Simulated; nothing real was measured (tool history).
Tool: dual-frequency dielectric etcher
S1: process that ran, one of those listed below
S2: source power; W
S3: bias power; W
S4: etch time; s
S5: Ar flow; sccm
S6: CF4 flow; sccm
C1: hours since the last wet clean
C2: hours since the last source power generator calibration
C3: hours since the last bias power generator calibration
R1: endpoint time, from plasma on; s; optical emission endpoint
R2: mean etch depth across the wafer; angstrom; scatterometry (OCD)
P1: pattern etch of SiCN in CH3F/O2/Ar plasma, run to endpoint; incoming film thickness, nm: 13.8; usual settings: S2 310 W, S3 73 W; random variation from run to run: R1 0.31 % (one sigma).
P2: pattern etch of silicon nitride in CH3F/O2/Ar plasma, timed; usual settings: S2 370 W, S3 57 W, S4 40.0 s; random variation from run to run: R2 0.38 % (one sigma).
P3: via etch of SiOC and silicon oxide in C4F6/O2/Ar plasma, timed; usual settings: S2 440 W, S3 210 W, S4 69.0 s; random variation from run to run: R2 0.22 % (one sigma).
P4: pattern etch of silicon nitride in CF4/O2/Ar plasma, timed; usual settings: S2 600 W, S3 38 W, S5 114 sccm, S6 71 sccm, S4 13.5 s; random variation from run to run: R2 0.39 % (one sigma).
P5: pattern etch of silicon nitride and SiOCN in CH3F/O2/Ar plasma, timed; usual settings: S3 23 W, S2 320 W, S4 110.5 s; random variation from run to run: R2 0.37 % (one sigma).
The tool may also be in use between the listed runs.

{"run": 1, "day": 0.354, "S1": "P1", "S2": 310, "S3": 73, "C1": 162.5, "C2": 2966.7, "C3": 2479.1, "R1": 40.619}
{"run": 2, "day": 0.975, "S1": "P1", "S2": 310, "S3": 98, "C1": 177.4, "C2": 2981.6, "C3": 2494.0, "R1": 36.745}
{"run": 3, "day": 1.575, "S1": "P1", "S2": 420, "S3": 48, "C1": 191.8, "C2": 2996.0, "C3": 2508.4, "R1": 41.849}
{"run": 4, "day": 2.046, "S1": "P1", "S2": 310, "S3": 73, "C1": 203.1, "C2": 3007.3, "C3": 2519.7, "R1": 40.733}
{"run": 5, "day": 2.683, "S1": "P5", "S2": 320, "S3": 31, "S4": 110.5, "C1": 218.4, "C2": 3022.6, "C3": 2535.0, "R2": 160.6}
{"run": 6, "day": 3.338, "S1": "P4", "S2": 600, "S3": 38, "S4": 13.5, "S5": 74, "S6": 71, "C1": 234.1, "C2": 3038.3, "C3": 2550.7, "R2": 280.86}
{"run": 7, "day": 3.683, "S1": "P4", "S2": 600, "S3": 38, "S4": 19.5, "S5": 114, "S6": 71, "C1": 242.4, "C2": 3046.6, "C3": 2559.0, "R2": 379.91}
{"run": 8, "day": 4.15, "S1": "P3", "S2": 440, "S3": 210, "S4": 38.0, "C1": 253.6, "C2": 3057.8, "C3": 2570.2, "R2": 486.85}
{"run": 9, "day": 4.729, "S1": "P2", "S2": 370, "S3": 57, "S4": 40.0, "C1": 267.5, "C2": 3071.7, "C3": 2584.1, "R2": 256.82}
{"run": 10, "day": 5.171, "S1": "P4", "S2": 600, "S3": 38, "S4": 13.5, "S5": 114, "S6": 71, "C1": 278.1, "C2": 3082.3, "C3": 2594.7, "R2": 260.98}
{"run": 11, "day": 5.929, "S1": "P1", "S2": 410, "S3": 73, "C1": 296.3, "C2": 3100.5, "C3": 2612.9, "R1": 36.565}
{"run": 12, "day": 6.338, "S1": "P4", "S2": 770, "S3": 38, "S4": 13.5, "S5": 114, "S6": 71, "C1": 306.1, "C2": 3110.3, "C3": 2622.7, "R2": 326.77}
{"run": 13, "day": 6.917, "S1": "P1", "S2": 310, "S3": 73, "C1": 320.0, "C2": 3124.2, "C3": 2636.6, "R1": 40.709}
{"run": 14, "day": 7.55, "S1": "P3", "S2": 440, "S3": 127, "S4": 69.0, "C1": 335.2, "C2": 3139.4, "C3": 2651.8, "R2": 751.69}
{"run": 15, "day": 7.967, "S1": "P2", "S2": 370, "S3": 57, "S4": 30.5, "C1": 345.2, "C2": 3149.4, "C3": 2661.8, "R2": 196.79}
{"run": 16, "day": 8.462, "S1": "P4", "S2": 600, "S3": 25, "S4": 13.5, "S5": 114, "S6": 71, "C1": 357.1, "C2": 3161.3, "C3": 2673.7, "R2": 227.39}
{"run": 17, "day": 8.979, "S1": "P5", "S2": 210, "S3": 23, "S4": 110.5, "C1": 369.5, "C2": 3173.7, "C3": 2686.1, "R2": 121.04}
{"run": 18, "day": 9.371, "S1": "P1", "S2": 310, "S3": 73, "C1": 378.9, "C2": 3183.1, "C3": 2695.5, "R1": 40.656}
{"run": 19, "day": 9.717, "S1": "P3", "S2": 440, "S3": 210, "S4": 69.0, "C1": 387.2, "C2": 3191.4, "C3": 2703.8, "R2": 877.95}
{"run": 20, "day": 10.104, "S1": "P1", "S2": 310, "S3": 73, "C1": 396.5, "C2": 3200.7, "C3": 2713.1, "R1": 40.605}
{"run": 21, "day": 10.829, "S1": "P1", "S2": 310, "S3": 73, "C1": 413.9, "C2": 3218.1, "C3": 2730.5, "R1": 40.566}
{"run": 22, "day": 11.362, "S1": "P1", "S2": 310, "S3": 58, "C1": 426.7, "C2": 3230.9, "C3": 2743.3, "R1": 43.936}
{"run": 23, "day": 12.108, "S1": "P5", "S2": 320, "S3": 23, "S4": 136.5, "C1": 444.6, "C2": 3248.8, "C3": 2761.2, "R2": 171.44}
{"run": 24, "day": 12.65, "S1": "P2", "S2": 510, "S3": 57, "S4": 40.0, "C1": 457.6, "C2": 3261.8, "C3": 2774.2, "R2": 290.31}
{"run": 25, "day": 13.233, "S1": "P4", "S2": 600, "S3": 38, "S4": 13.5, "S5": 114, "S6": 87, "C1": 471.6, "C2": 3275.8, "C3": 2788.2, "R2": 270.99}
{"run": 26, "day": 13.879, "S1": "P5", "S2": 320, "S3": 23, "S4": 110.5, "C1": 487.1, "C2": 3291.3, "C3": 2803.7, "R2": 139.92}
{"run": 27, "day": 14.312, "S1": "P1", "S2": 190, "S3": 73, "C1": 497.5, "C2": 3301.7, "C3": 2814.1, "R1": 49.07}
{"run": 28, "day": 14.888, "S1": "P2", "S2": 370, "S3": 74, "S4": 40.0, "C1": 511.3, "C2": 3315.5, "C3": 2827.9, "R2": 280.73}
{"run": 29, "day": 15.267, "S1": "P3", "S2": 440, "S3": 210, "S4": 69.0, "C1": 520.4, "C2": 3324.6, "C3": 2837.0, "R2": 878.25}
{"run": 30, "day": 15.838, "S1": "P5", "S2": 320, "S3": 23, "S4": 110.5, "C1": 534.1, "C2": 3338.3, "C3": 2850.7, "R2": 140.0}
{"run": 31, "day": 16.388, "S1": "P3", "S2": 270, "S3": 210, "S4": 69.0, "C1": 547.3, "C2": 3351.5, "C3": 2863.9, "R2": 730.5}
{"run": 32, "day": 16.933, "S1": "P1", "S2": 310, "S3": 73, "C1": 560.4, "C2": 3364.6, "C3": 2877.0, "R1": 40.753}
{"run": 33, "day": 17.625, "S1": "P1", "S2": 310, "S3": 73, "C1": 577.0, "C2": 3381.2, "C3": 2893.6, "R1": 41.143}
{"run": 34, "day": 18.058, "S1": "P1", "S2": 310, "S3": 73, "C1": 587.4, "C2": 3391.6, "C3": 2904.0, "R1": 41.052}
{"run": 35, "day": 18.683, "S1": "P1", "S2": 310, "S3": 73, "C1": 602.4, "C2": 3406.6, "C3": 2919.0, "R1": 40.813}
{"day": 19.112, "done": "wet clean of the chamber"}
{"run": 36, "day": 19.225, "S1": "P1", "S2": 310, "S3": 73, "C1": 2.8, "C2": 3419.6, "C3": 2932.0, "R1": 41.537}
{"run": 37, "day": 19.65, "S1": "P1", "S2": 310, "S3": 73, "C1": 13.0, "C2": 3429.8, "C3": 2942.2, "R1": 41.24}
{"run": 38, "day": 20.179, "S1": "P1", "S2": 310, "S3": 73, "C1": 25.7, "C2": 3442.5, "C3": 2954.9, "R1": 41.289}
{"run": 39, "day": 20.608, "S1": "P1", "S2": 310, "S3": 73, "C1": 36.0, "C2": 3452.8, "C3": 2965.2, "R1": 41.139}
{"run": 40, "day": 21.217, "S1": "P1", "S2": 310, "S3": 73, "C1": 50.6, "C2": 3467.4, "C3": 2979.8, "R1": 41.452}
{"run": 41, "day": 21.571, "S1": "P1", "S2": 310, "S3": 73, "C1": 59.1, "C2": 3475.9, "C3": 2988.3, "R1": 41.35}
{"run": 42, "day": 21.992, "S1": "P1", "S2": 310, "S3": 73, "C1": 69.2, "C2": 3486.0, "C3": 2998.4, "R1": 41.502}
{"run": 43, "day": 22.696, "S1": "P1", "S2": 310, "S3": 73, "C1": 86.1, "C2": 3502.9, "C3": 3015.3, "R1": 41.304}

What P1 gives has crept away from where it was. These 2 causes fit the log equally well, each at the size given:
A: bias power that arrives under what is set, % = 4.2
B: source power that arrives under what is set, % = 4.05
The creep began at about day 16.933.
Why every other cause is out:
chamber walls in a state that lowers the etch rate, %: serviced at day 19.112, which brought nothing back

4 check runs are offered, each on 2 wafers whose results are averaged, their results left as question marks. Which one tells the causes apart?
{"run": "check 1", "day": 23.4, "S1": "P3", "S2": 320, "S3": 152, "S4": 69.0, "R2": "?"}
{"run": "check 2", "day": 23.4, "S1": "P2", "S2": 480, "S3": 67, "S4": 40.0, "R2": "?"}
{"run": "check 3", "day": 23.4, "S1": "P5", "S2": 260, "S3": 28, "S4": 110.5, "R2": "?"}
{"run": "check 4", "day": 23.4, "S1": "P4", "S2": 600, "S3": 38, "S4": 13.5, "S5": 76, "S6": 71, "R2": "?"}

What each check would give under each cause:
check=check_1 result=R2 if_A=692.12 if_B=690.32
check=check_2 result=R2 if_A=296.10 if_B=295.61
check=check_3 result=R2 if_A=139.62 if_B=140.52
check=check_4 result=R2 if_A=274.76 if_B=268.94
How far apart the two closest causes lie, in the result that separates them most: check 1 0.26 %; check 2 0.16 %; check 3 0.64 %; check 4 2.14 %
Check 4 tells the causes apart: in the others they would give nearly the same result.

Then check 4 was run and gave: R2 269.03 angstrom. Which cause is it?

It is B: source power that arrives under what is set, %.
